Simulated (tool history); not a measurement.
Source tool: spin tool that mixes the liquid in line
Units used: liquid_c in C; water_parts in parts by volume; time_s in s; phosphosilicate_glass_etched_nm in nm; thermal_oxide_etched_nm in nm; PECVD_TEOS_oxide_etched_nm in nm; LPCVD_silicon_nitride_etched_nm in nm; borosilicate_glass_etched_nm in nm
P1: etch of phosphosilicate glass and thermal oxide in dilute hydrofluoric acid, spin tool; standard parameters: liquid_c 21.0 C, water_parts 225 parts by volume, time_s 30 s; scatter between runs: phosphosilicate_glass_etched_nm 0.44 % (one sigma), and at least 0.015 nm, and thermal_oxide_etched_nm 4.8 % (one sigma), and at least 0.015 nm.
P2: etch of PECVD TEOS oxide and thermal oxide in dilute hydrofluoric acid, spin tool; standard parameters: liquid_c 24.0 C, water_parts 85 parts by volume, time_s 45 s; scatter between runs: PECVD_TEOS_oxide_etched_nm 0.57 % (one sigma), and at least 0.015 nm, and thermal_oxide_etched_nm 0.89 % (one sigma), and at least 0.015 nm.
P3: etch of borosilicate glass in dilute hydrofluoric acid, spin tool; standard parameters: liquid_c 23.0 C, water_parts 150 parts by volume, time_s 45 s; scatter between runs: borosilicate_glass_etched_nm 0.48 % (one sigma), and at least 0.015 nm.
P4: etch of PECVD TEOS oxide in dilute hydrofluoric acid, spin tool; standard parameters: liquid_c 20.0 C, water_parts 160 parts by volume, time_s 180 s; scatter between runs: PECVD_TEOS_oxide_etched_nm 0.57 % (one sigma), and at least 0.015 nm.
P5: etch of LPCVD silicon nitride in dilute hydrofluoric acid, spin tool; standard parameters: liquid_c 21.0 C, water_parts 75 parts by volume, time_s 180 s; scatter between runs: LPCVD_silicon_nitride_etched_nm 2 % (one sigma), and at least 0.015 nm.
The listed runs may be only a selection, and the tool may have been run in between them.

run	day	process	liquid_c	water_parts	time_s	hours since the thermometer was replaced	hours since the hydrofluoric acid flow meter was replaced	phosphosilicate_glass_etched_nm	thermal_oxide_etched_nm	PECVD_TEOS_oxide_etched_nm	LPCVD_silicon_nitride_etched_nm	borosilicate_glass_etched_nm
1	0.412	P1	21.0	225	30	1031.7	1529.1	6.4358	0.46657			
2	0.650	P4	17.0	160	180	1037.4	1534.8			7.44840		
3	1.100	P1	25.5	225	55	1048.2	1545.6	13.9710	1.04870			
4	1.454	P5	21.0	75	180	1056.7	1554.1				1.07300	
5	1.838	P3	31.0	150	45	1065.9	1563.3					13.6430
6	2.062	P3	23.0	150	45	1071.3	1568.7					10.0300
7	2.354	P4	20.0	260	180	1078.3	1575.7			4.69700		
8	2.792	P3	23.0	150	15	1088.8	1586.2					3.3986
9	3.221	P1	21.0	225	30	1099.1	1596.5	6.4592	0.51510			
10	3.546	P1	27.5	225	30	1106.9	1604.3	8.1677	0.64249			
11	3.767	P4	20.0	160	180	1112.2	1609.6			8.46610		
12	4.217	P1	21.0	225	55	1123.0	1620.4	11.7480	1.01480			
13	4.488	P5	25.0	75	180	1129.5	1626.9				1.38650	
14	4.779	P2	24.0	145	45	1136.5	1633.9		1.36580	4.34810		
15	5.233	P1	21.0	225	30	1147.4	1644.8	6.4539	0.51491			
16	5.446	P1	21.0	80	30	1152.5	1649.9	21.1830	1.71540			
17	5.721	P1	17.0	90	30	1159.1	1656.5	15.7170	1.23700			
18	6.175	P2	24.0	85	15	1170.0	1667.4		0.82684	2.64460		
19	6.554	P5	21.0	30	180	1179.1	1676.5				2.50550	
20	6.775	P1	21.0	225	15	1184.4	1681.8	3.2249	0.24749			
21	7.096	P1	21.0	225	30	1192.1	1689.5	6.3987	0.53391			
22	7.421	P1	21.0	50	15	1199.9	1697.3	17.4680	1.56920			
23	7.767	P5	21.0	75	85	1208.2	1705.6				0.51513	
24	8.112	P3	23.0	150	45	1216.5	1713.9					9.9692
25	8.467	P1	21.0	365	30	1225.0	1722.4	3.4741	0.25865			
26	8.708	P4	20.0	160	15	1230.8	1728.2			0.70705		
27	8.917	P1	21.0	225	30	1235.8	1733.2	6.4283	0.48160			
28	9.296	P2	30.5	85	45	1244.9	1742.3		3.29460	10.30900		
29	9.567	P1	21.0	225	30	1251.4	1748.8	6.4047	0.52313			
30	9.829	P3	23.0	245	45	1257.7	1755.1					5.5495
31	10.204	P2	24.0	85	45	1266.7	1764.1		2.50770	7.99170		
32	10.554	P1	17.0	225	30	1275.1	1772.5	5.5353	0.42264			
33	10.779	P1	21.0	225	30	1280.5	1777.9	6.3926	0.54176			
34	11.133	P1	21.0	225	30	1289.0	1786.4	6.2698	0.49090			
35	11.575	P1	21.0	225	30	1299.6	1797.0	6.0773	0.47083			
36	11.962	P1	21.0	225	30	1308.9	1806.3	6.0652	0.48362			
37	12.229	P1	21.0	225	30	1315.3	1812.7	5.9225	0.42008			
38	12.629	P1	21.0	225	30	1324.9	1822.3	5.9413	0.45431			
39	13.017	P1	21.0	225	30	1334.2	1831.6	5.9117	0.49757			
40	13.367	P1	21.0	225	30	1342.6	1840.0	5.9472	0.46706			
41	13.625	P1	21.0	225	30	1348.8	1846.2	5.9378	0.50486			
42	14.058	P1	21.0	225	30	1359.2	1856.6	5.8976	0.45050			
43	14.262	P1	21.0	225	30	1364.1	1861.5	5.9018	0.41144			
44	14.700	P1	21.0	225	30	1374.6	1872.0	5.8638	0.48988			

Compared with where it was, what P1 gives has crept away. Each cause listed below fits the log as well as the rest, at the size given for it:
A: liquid colder than its thermometer reads (K) = 2.36
B: hydrofluoric acid flow below the setpoint (%) = 7.05
At approximately day 10.779, the process output began to creep.

The 4 check runs listed below each average the results of 3 wafers, and their outcomes are marked with question marks. Under which run would the listed causes produce clearly different results?
check 1	15.138	P2	24.0	125	15				?	?		
check 2	15.138	P4	20.0	255	100					?		
check 3	15.138	P3	30.5	150	15							?
check 4	15.138	P5	21.0	50	180						?	

Check results expected under each cause:
check	result	if A	if B
check 1	thermal_oxide_etched_nm	0.49756	0.50187
check 1	PECVD_TEOS_oxide_etched_nm	1.57920	1.59280
check 2	PECVD_TEOS_oxide_etched_nm	2.45450	2.45110
check 3	borosilicate_glass_etched_nm	4.0821	4.0713
check 4	LPCVD_silicon_nitride_etched_nm	1.32100	1.44980
How far apart the two closest causes lie, in the result that separates them most: check 1 0.86 %; check 2 0.14 %; check 3 0.27 %; check 4 9.3 %
Of the check runs offered, only check 4 discriminates between the causes; the rest would read about the same regardless of which cause applies.

The results of check 4 are: LPCVD_silicon_nitride_etched_nm 1.30810 nm. Based on these, which of the listed causes is it?

It was cause A: liquid colder than its thermometer reads (K).

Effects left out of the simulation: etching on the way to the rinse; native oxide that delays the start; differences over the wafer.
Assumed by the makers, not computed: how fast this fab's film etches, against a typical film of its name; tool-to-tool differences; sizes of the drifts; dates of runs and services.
